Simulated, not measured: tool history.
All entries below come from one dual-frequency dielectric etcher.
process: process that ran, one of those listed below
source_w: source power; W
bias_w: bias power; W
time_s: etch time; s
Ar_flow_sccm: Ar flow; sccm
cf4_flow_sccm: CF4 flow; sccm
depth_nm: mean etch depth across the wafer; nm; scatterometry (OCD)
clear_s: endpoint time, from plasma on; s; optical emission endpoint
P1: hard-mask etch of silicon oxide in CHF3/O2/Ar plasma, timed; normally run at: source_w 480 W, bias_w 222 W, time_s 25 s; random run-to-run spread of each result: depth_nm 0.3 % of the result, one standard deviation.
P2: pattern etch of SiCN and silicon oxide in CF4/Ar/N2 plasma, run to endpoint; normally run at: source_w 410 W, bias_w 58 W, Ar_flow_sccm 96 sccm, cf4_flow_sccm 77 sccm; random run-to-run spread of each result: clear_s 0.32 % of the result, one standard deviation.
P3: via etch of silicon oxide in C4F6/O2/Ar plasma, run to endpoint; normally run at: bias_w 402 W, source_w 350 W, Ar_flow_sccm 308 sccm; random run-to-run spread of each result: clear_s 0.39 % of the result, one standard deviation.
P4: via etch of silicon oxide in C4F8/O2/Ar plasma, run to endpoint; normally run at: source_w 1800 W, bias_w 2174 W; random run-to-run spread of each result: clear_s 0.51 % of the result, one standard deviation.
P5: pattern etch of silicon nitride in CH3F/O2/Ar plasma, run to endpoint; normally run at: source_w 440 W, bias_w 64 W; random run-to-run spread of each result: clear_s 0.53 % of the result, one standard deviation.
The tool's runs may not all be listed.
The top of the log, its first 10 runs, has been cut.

| run | hour | process | source_w | bias_w | time_s | Ar_flow_sccm | cf4_flow_sccm | hours since the last wet clean | hours since the last source power generator calibration | hours since the last bias power generator calibration | depth_nm | clear_s |
|---|---|---|---|---|---|---|---|---|---|---|---|---|
| 11 | 89.4 | P2 | 410 | 79 |  | 96 | 77 | 430.8 | 2499.5 | 2275.5 |  | 12.053 |
| 12 | 99.3 | P4 | 1800 | 2174 |  |  |  | 440.7 | 2509.4 | 2285.4 |  | 299.19 |
| 13 | 108.2 | P5 | 440 | 64 |  |  |  | 449.6 | 2518.3 | 2294.3 |  | 36.526 |
| 14 | 115.3 | P5 | 610 | 64 |  |  |  | 456.7 | 2525.4 | 2301.4 |  | 32.232 |
| 15 | 126 | P1 | 480 | 305 | 25 |  |  | 467.4 | 2536.1 | 2312.1 | 54.158 |  |
| 16 | 134.4 | P3 | 350 | 402 |  | 308 |  | 475.8 | 2544.5 | 2320.5 |  | 35.769 |
| 17 | 143.7 | P1 | 480 | 222 | 16 |  |  | 485.1 | 2553.8 | 2329.8 | 30.866 |  |
| 18 | 149.3 | P1 | 480 | 291 | 16 |  |  | 490.7 | 2559.4 | 2335.4 | 33.903 |  |
| 19 | 161 | P1 | 640 | 168 | 25 |  |  | 502.4 | 2571.1 | 2347.1 | 48.973 |  |
| 20 | 171.9 | P1 | 480 | 222 | 25 |  |  | 513.3 | 2582 | 2358 | 48.16 |  |
| 21 | 180.3 | P1 | 480 | 222 | 25 |  |  | 521.7 | 2590.4 | 2366.4 | 48.4 |  |
| 22 | 186.3 | P1 | 680 | 222 | 25 |  |  | 527.7 | 2596.4 | 2372.4 | 54.966 |  |
| 23 | 195.4 | P3 | 350 | 560 |  | 308 |  | 536.8 | 2605.5 | 2381.5 |  | 31.494 |
| 24 | 207.3 | P1 | 480 | 222 | 35 |  |  | 548.7 | 2617.4 | 2393.4 | 67.298 |  |
| 25 | 215.2 | P4 | 1320 | 2174 |  |  |  | 556.6 | 2625.3 | 2401.3 |  | 336.85 |
| 26 | 220.9 | P2 | 410 | 58 |  | 96 | 77 | 562.3 | 2631 | 2407 |  | 13.334 |
| 27 | 232.7 | P5 | 440 | 40 |  |  |  | 574.1 | 2642.8 | 2418.8 |  | 42.179 |
| 28 | 238.1 | P5 | 440 | 64 |  |  |  | 579.5 | 2648.2 | 2424.2 |  | 36.332 |
| 29 | 246.1 | P1 | 480 | 222 | 25 |  |  | 587.5 | 2656.2 | 2432.2 | 48.328 |  |

Run 30 is up next; what results do you expect?
| 30 | 252.2 | P1 | 480 | 180 | 25 |  |  | 593.6 | 2662.3 | 2438.3 | ? |  |

Run 30 produced depth_nm 44.825 nm.

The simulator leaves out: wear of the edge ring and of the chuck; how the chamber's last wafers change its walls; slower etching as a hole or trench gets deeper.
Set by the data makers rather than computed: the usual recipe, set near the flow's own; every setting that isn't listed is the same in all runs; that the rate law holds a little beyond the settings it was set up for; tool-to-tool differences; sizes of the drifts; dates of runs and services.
